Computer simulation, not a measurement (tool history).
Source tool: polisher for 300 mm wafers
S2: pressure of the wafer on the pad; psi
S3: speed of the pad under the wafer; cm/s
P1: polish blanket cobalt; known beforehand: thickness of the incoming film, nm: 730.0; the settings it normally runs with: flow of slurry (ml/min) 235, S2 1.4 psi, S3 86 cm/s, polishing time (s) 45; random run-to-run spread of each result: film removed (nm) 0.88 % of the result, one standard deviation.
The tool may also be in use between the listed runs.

Run 1, hour 6.2: flow of slurry (ml/min) 235, S2 1.4 psi, S3 86 cm/s, polishing time (s) 45. Result: film removed (nm) 163.830.
Run 2, hour 14.1: flow of slurry (ml/min) 235, S2 1.4 psi, S3 86 cm/s, polishing time (s) 45. Result: film removed (nm) 163.530.
Run 3, hour 22.4: flow of slurry (ml/min) 235, S2 0.7 psi, S3 86 cm/s, polishing time (s) 45. Result: film removed (nm) 81.725.
Run 4, hour 31.3: flow of slurry (ml/min) 170, S2 0.8 psi, S3 86 cm/s, polishing time (s) 45. Result: film removed (nm) 88.773.
Run 5, hour 37.6: flow of slurry (ml/min) 235, S2 1.4 psi, S3 86 cm/s, polishing time (s) 45. Result: film removed (nm) 163.420.
Run 6, hour 42.3: flow of slurry (ml/min) 235, S2 1.4 psi, S3 86 cm/s, polishing time (s) 45. Result: film removed (nm) 163.550.
Run 7, hour 46.7: flow of slurry (ml/min) 235, S2 1.4 psi, S3 38 cm/s, polishing time (s) 45. Result: film removed (nm) 71.649.
Run 8, hour 54.8: flow of slurry (ml/min) 235, S2 1.4 psi, S3 86 cm/s, polishing time (s) 72. Result: film removed (nm) 260.470.
Run 9, hour 63.9: flow of slurry (ml/min) 235, S2 1.4 psi, S3 86 cm/s, polishing time (s) 21. Result: film removed (nm) 76.315.
Run 10, hour 70.8: flow of slurry (ml/min) 235, S2 1.4 psi, S3 86 cm/s, polishing time (s) 45. Result: film removed (nm) 163.320.
Run 11, hour 76.2: flow of slurry (ml/min) 235, S2 1.4 psi, S3 126 cm/s, polishing time (s) 45. Result: film removed (nm) 239.460.
Run 12, hour 82.3: flow of slurry (ml/min) 235, S2 1.9 psi, S3 86 cm/s, polishing time (s) 45. Result: film removed (nm) 221.200.
Run 13, hour 90.0: flow of slurry (ml/min) 235, S2 1.4 psi, S3 86 cm/s, polishing time (s) 45. Result: film removed (nm) 161.350.
Run 14, hour 95.2: flow of slurry (ml/min) 305, S2 1.4 psi, S3 86 cm/s, polishing time (s) 45. Result: film removed (nm) 167.140.
Run 15, hour 103.8: flow of slurry (ml/min) 235, S2 2.1 psi, S3 86 cm/s, polishing time (s) 28. Result: film removed (nm) 152.210.
Run 16, hour 110.6: flow of slurry (ml/min) 235, S2 1.9 psi, S3 118 cm/s, polishing time (s) 45. Result: film removed (nm) 301.710.
Run 17, hour 120.0: flow of slurry (ml/min) 140, S2 1.4 psi, S3 86 cm/s, polishing time (s) 45. Result: film removed (nm) 151.180.
Run 18, hour 124.8: flow of slurry (ml/min) 235, S2 1.4 psi, S3 86 cm/s, polishing time (s) 45. Result: film removed (nm) 163.900.
Run 19, hour 132.0: flow of slurry (ml/min) 235, S2 1.4 psi, S3 86 cm/s, polishing time (s) 45. Result: film removed (nm) 159.380.
Run 20, hour 136.8: flow of slurry (ml/min) 235, S2 1.4 psi, S3 86 cm/s, polishing time (s) 45. Result: film removed (nm) 159.530.
Run 21, hour 141.8: flow of slurry (ml/min) 235, S2 1.4 psi, S3 86 cm/s, polishing time (s) 45. Result: film removed (nm) 157.370.

For run 22, what comes out?
Run 22, hour 149.1: flow of slurry (ml/min) 235, S2 1.4 psi, S3 86 cm/s, polishing time (s) 45. Result: film removed (nm) ?.

film removed (nm): 158.030

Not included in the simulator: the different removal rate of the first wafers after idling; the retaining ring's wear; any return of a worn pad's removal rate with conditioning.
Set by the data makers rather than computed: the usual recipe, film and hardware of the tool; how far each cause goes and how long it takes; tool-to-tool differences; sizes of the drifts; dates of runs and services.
